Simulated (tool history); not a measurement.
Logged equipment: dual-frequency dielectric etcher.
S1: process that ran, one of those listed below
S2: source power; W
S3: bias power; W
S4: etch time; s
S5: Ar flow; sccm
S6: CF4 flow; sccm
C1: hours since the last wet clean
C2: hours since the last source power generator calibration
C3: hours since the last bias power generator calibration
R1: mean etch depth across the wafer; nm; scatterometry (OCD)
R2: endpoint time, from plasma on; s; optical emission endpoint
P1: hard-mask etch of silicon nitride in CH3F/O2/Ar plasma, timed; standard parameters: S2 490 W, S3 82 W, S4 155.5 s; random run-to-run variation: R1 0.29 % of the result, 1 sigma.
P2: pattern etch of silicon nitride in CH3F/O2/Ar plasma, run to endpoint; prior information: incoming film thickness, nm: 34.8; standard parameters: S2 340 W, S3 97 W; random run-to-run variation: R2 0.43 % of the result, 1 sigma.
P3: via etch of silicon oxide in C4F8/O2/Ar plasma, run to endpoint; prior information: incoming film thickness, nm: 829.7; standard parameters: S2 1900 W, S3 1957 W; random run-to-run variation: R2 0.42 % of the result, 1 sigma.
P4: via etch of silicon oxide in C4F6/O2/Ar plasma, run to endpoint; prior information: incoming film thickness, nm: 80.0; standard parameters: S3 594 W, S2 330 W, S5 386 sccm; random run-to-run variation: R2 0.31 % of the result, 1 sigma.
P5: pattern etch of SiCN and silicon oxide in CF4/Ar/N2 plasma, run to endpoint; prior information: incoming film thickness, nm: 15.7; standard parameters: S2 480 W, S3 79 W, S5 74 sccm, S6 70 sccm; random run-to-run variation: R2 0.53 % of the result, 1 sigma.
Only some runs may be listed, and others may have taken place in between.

run 1 hour=11.8 | S1=P1 S2=490 S3=82 S4=155.5 | C1=470.5 C2=1365.4 C3=298.9 | R1=123.640
run 2 hour=21.2 | S1=P5 S2=480 S3=79 S5=74 S6=70 | C1=479.9 C2=1374.8 C3=308.3 | R2=16.039
run 3 hour=34.0 | S1=P4 S2=330 S3=594 S5=386 | C1=492.7 C2=1387.6 C3=321.1 | R2=18.058
run 4 hour=45.4 | S1=P4 S2=330 S3=594 S5=290 | C1=504.1 C2=1399.0 C3=332.5 | R2=17.475
run 5 hour=56.5 | S1=P4 S2=330 S3=594 S5=386 | C1=515.2 C2=1410.1 C3=343.6 | R2=17.992
-- hour=62.6 source power generator calibrated
run 6 hour=67.1 | S1=P5 S2=590 S3=79 S5=74 S6=70 | C1=525.8 C2=4.5 C3=354.2 | R2=13.303
run 7 hour=74.6 | S1=P1 S2=490 S3=82 S4=155.5 | C1=533.3 C2=12.0 C3=361.7 | R1=124.160
run 8 hour=85.6 | S1=P3 S2=1900 S3=1283 | C1=544.3 C2=23.0 C3=372.7 | R2=192.770
run 9 hour=99.7 | S1=P5 S2=480 S3=55 S5=74 S6=70 | C1=558.4 C2=37.1 C3=386.8 | R2=17.916
run 10 hour=114.4 | S1=P1 S2=490 S3=82 S4=214.0 | C1=573.1 C2=51.8 C3=401.5 | R1=170.730
run 11 hour=122.9 | S1=P5 S2=480 S3=79 S5=100 S6=70 | C1=581.6 C2=60.3 C3=410.0 | R2=16.660
run 12 hour=136.0 | S1=P1 S2=610 S3=82 S4=155.5 | C1=594.7 C2=73.4 C3=423.1 | R1=134.760
run 13 hour=149.1 | S1=P1 S2=490 S3=82 S4=118.5 | C1=607.8 C2=86.5 C3=436.2 | R1=95.085
run 14 hour=163.9 | S1=P2 S2=340 S3=97 | C1=622.6 C2=101.3 C3=451.0 | R2=49.026
run 15 hour=180.6 | S1=P1 S2=490 S3=113 S4=155.5 | C1=639.3 C2=118.0 C3=467.7 | R1=139.480
run 16 hour=192.5 | S1=P3 S2=1900 S3=1957 | C1=651.2 C2=129.9 C3=479.6 | R2=172.020
run 17 hour=208.7 | S1=P3 S2=2250 S3=1957 | C1=667.4 C2=146.1 C3=495.8 | R2=159.980
run 18 hour=218.0 | S1=P5 S2=480 S3=79 S5=74 S6=70 | C1=676.7 C2=155.4 C3=505.1 | R2=16.069
run 19 hour=228.9 | S1=P5 S2=480 S3=79 S5=74 S6=48 | C1=687.6 C2=166.3 C3=516.0 | R2=16.700
run 20 hour=236.6 | S1=P2 S2=340 S3=97 | C1=695.3 C2=174.0 C3=523.7 | R2=48.966
run 21 hour=251.0 | S1=P1 S2=490 S3=82 S4=155.5 | C1=709.7 C2=188.4 C3=538.1 | R1=124.170
run 22 hour=262.0 | S1=P1 S2=490 S3=82 S4=155.5 | C1=720.7 C2=199.4 C3=549.1 | R1=124.680
run 23 hour=274.8 | S1=P2 S2=340 S3=65 | C1=733.5 C2=212.2 C3=561.9 | R2=56.459
run 24 hour=283.4 | S1=P2 S2=460 S3=97 | C1=742.1 C2=220.8 C3=570.5 | R2=43.754
run 25 hour=295.8 | S1=P1 S2=490 S3=82 S4=155.5 | C1=754.5 C2=233.2 C3=582.9 | R1=123.630
run 26 hour=309.7 | S1=P1 S2=490 S3=63 S4=155.5 | C1=768.4 C2=247.1 C3=596.8 | R1=113.760
run 27 hour=318.3 | S1=P1 S2=490 S3=82 S4=155.5 | C1=777.0 C2=255.7 C3=605.4 | R1=124.440
run 28 hour=332.0 | S1=P4 S2=330 S3=819 S5=386 | C1=790.7 C2=269.4 C3=619.1 | R2=15.816
run 29 hour=347.3 | S1=P4 S2=270 S3=594 S5=386 | C1=806.0 C2=284.7 C3=634.4 | R2=19.484
run 30 hour=356.8 | S1=P1 S2=360 S3=60 S4=155.5 | C1=815.5 C2=294.2 C3=643.9 | R1=99.152
run 31 hour=367.7 | S1=P3 S2=1900 S3=1957 | C1=826.4 C2=305.1 C3=654.8 | R2=171.230
run 32 hour=376.0 | S1=P1 S2=300 S3=82 S4=155.5 | C1=834.7 C2=313.4 C3=663.1 | R1=103.030
run 33 hour=387.3 | S1=P1 S2=490 S3=82 S4=155.5 | C1=846.0 C2=324.7 C3=674.4 | R1=124.740
run 34 hour=401.5 | S1=P1 S2=490 S3=82 S4=155.5 | C1=860.2 C2=338.9 C3=688.6 | R1=123.610
run 35 hour=410.4 | S1=P1 S2=490 S3=82 S4=155.5 | C1=869.1 C2=347.8 C3=697.5 | R1=122.730
run 36 hour=424.9 | S1=P1 S2=490 S3=82 S4=155.5 | C1=883.6 C2=362.3 C3=712.0 | R1=123.250
run 37 hour=440.6 | S1=P1 S2=490 S3=82 S4=155.5 | C1=899.3 C2=378.0 C3=727.7 | R1=122.670
-- hour=451.1 wet clean of the chamber
run 38 hour=452.0 | S1=P1 S2=490 S3=82 S4=155.5 | C1=1.0 C2=389.4 C3=739.1 | R1=122.510
run 39 hour=462.6 | S1=P1 S2=490 S3=82 S4=155.5 | C1=11.6 C2=400.0 C3=749.7 | R1=123.050

Expected results for the next run?
run 40 hour=477.1 | S1=P1 S2=490 S3=82 S4=155.5 | C1=26.1 C2=414.5 C3=764.2 | R1=?

{"run 40": {"R1": 122.25}}
